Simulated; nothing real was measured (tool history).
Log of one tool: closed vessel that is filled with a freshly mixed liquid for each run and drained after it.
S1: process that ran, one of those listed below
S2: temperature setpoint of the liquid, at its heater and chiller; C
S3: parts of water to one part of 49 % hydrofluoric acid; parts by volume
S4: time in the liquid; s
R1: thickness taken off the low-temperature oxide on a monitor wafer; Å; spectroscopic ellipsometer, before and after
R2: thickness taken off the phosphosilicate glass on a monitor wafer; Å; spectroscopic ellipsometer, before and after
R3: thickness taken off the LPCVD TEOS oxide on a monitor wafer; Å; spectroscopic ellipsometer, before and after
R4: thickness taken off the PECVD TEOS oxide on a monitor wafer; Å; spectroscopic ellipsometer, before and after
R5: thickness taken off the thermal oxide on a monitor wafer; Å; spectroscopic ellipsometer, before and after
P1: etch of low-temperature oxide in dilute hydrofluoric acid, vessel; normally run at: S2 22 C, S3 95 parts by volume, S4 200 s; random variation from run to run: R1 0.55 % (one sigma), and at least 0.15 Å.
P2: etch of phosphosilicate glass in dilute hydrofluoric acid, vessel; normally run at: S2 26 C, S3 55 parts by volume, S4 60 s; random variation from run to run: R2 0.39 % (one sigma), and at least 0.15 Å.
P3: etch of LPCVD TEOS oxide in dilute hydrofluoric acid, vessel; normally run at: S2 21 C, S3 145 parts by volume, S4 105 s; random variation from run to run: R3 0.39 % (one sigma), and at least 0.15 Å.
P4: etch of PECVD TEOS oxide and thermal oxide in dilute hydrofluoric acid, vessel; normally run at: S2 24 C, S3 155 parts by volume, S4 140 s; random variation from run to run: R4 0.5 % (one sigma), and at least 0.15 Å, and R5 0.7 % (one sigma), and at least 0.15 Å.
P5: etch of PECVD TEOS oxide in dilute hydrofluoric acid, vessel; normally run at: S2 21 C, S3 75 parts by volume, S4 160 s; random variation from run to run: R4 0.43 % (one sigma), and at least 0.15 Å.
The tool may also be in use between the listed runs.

run   hour  S1    S2   S3   S4      R1      R2      R3      R4      R5
  1    5.3  P1    22   95  200  546.32
  2   13.8  P1    22   95  330  904.33
  3   19.3  P2    26   55   60          795.63
  4   29.5  P3    21  145  105                  106.62
  5   41.3  P3    21  145  105                  106.56
  6   47.6  P4  32.5  155  140                           106.5  51.214
  7   52.7  P5    21   75  160                          245.18
  8   63.9  P4    24  285  140                          37.229  17.786
  9   69.9  P5    26   75  160                          300.29
 10   76.9  P1    22   95  200  541.39
 11   87.9  P4    24  155  140                          78.712  37.239
 12   94.2  P4    24  155  140                          77.269  37.227
 13  105.6  P2    26   55   60          805.37
 14  113.9  P1    22  170  200  279.24
 15  120.7  P4    24  155  245                          137.82  65.188
 16    128  P1    22   45  200    1222
 17  134.6  P2  18.5   55   60          583.28
 18  143.7  P1    22   95  200  545.06
 19  153.5  P1    22   95  200  541.91
 20  158.7  P3    27  145  105                  133.35
 21  167.2  P2    26   90   60          465.53
 22  172.5  P1  28.5   95  100  350.45
 23  178.3  P5    21   75  250                          383.09
 24  187.3  P3    21   45  105                   383.6
 25  195.8  P1  26.5   95  200  649.14
 26  202.1  P2    26   55   30          398.18
 27  207.3  P1    17   20  200  2273.8
 28  217.3  P1    22   95   30  81.867
 29    226  P3    21  145   30                  30.177
 30  234.8  P5    21  125  160                          139.89
 31    243  P1    17   95  200  442.89
 32  249.1  P1    22   95  200   542.8
 33  256.9  P1    22   95  200  517.25
 34  262.1  P1    22   95  200  513.17
 35  273.8  P1    22   95  200  505.79
 36  279.8  P1    22   95  200  494.14
 37  287.1  P1    22   95  200  493.45
 38  297.9  P1    22   95  200   497.5
 39  306.7  P1    22   95  200  488.62

What P1 gives has crept away from where it was. These 2 causes fit the log equally well, each at the size given:
A: hydrofluoric acid flow below the setpoint (%) = 8.34
B: liquid colder than its thermometer reads (K) = 2.38
The creep began at about hour 249.1.

4 check runs are offered, each on 2 wafers whose results are averaged, their results left as question marks. Which one tells the causes apart?
check 1  315.5  P4  32  275  140               ?   ?
check 2  315.5  P5  21  115  160               ?
check 3  315.5  P3  21  100   30           ?
check 4  315.5  P2  26   75   30       ?

What each check would give under each cause:
  check  result    if A    if B
check 1      R4  45.199   46.99
check 1      R5  21.668  22.526
check 2      R4  138.85  139.08
check 3      R3  41.997  41.976
check 4      R2  258.84  259.02
How far apart the two closest causes lie, in the result that separates them most: check 1 3.89 %; check 2 0.17 %; check 3 0.05 %; check 4 0.07 %
Check 1 tells the causes apart: in the others they would give nearly the same result.

Check 1 was then run and gave: R4 46.963 Å; R5 22.625 Å. Which cause is it?

It is B: liquid colder than its thermometer reads (K).

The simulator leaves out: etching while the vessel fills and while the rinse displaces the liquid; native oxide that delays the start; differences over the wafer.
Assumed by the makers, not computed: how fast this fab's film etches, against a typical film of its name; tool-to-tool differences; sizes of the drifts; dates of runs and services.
